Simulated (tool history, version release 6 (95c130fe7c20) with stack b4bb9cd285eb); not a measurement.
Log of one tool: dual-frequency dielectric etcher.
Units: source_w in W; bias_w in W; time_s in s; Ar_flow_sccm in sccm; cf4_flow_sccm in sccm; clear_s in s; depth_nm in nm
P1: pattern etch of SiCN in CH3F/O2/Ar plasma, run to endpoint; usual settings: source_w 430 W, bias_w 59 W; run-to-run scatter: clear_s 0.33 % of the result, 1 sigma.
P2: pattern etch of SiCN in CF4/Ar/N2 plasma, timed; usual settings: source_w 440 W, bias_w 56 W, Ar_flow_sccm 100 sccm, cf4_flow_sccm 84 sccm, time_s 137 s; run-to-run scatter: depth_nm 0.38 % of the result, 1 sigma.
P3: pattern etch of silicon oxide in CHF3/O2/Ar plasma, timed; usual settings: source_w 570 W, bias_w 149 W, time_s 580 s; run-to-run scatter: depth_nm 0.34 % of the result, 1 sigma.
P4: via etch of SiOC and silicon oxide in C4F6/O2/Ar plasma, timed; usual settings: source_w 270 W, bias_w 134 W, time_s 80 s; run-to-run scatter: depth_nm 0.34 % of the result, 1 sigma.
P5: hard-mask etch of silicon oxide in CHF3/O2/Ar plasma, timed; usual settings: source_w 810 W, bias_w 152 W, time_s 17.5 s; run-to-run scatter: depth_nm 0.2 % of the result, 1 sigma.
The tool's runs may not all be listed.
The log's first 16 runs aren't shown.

run	hour	process	source_w	bias_w	time_s	Ar_flow_sccm	cf4_flow_sccm	hours since the last wet clean	hours since the last source power generator calibration	hours since the last bias power generator calibration	clear_s	depth_nm
17	178.7	P1	430	59				302	1314	466	23.937	
18	190.2	P5	810	98	17.5			313.5	1325.5	477.5		33.123
19	201	P4	270	188	80			324.3	1336.3	488.3		78.761
20	209.8	P4	270	134	80			333.1	1345.1	497.1		70.639
21	221.5	P2	440	56	137	118	84	344.8	1356.8	508.8		104.22
22	234.9	P1	570	82				358.2	1370.2	522.2	19.117	
23	244.2	P1	430	78				367.5	1379.5	531.5	21.599	
24	256.6	P1	510	40				379.9	1391.9	543.9	25.259	

The next listed run, before its measurement:
25	263.6	P2	440	56	137	100	54	386.9	1398.9	550.9		?

Run 25 gave depth_nm 100.16 nm.
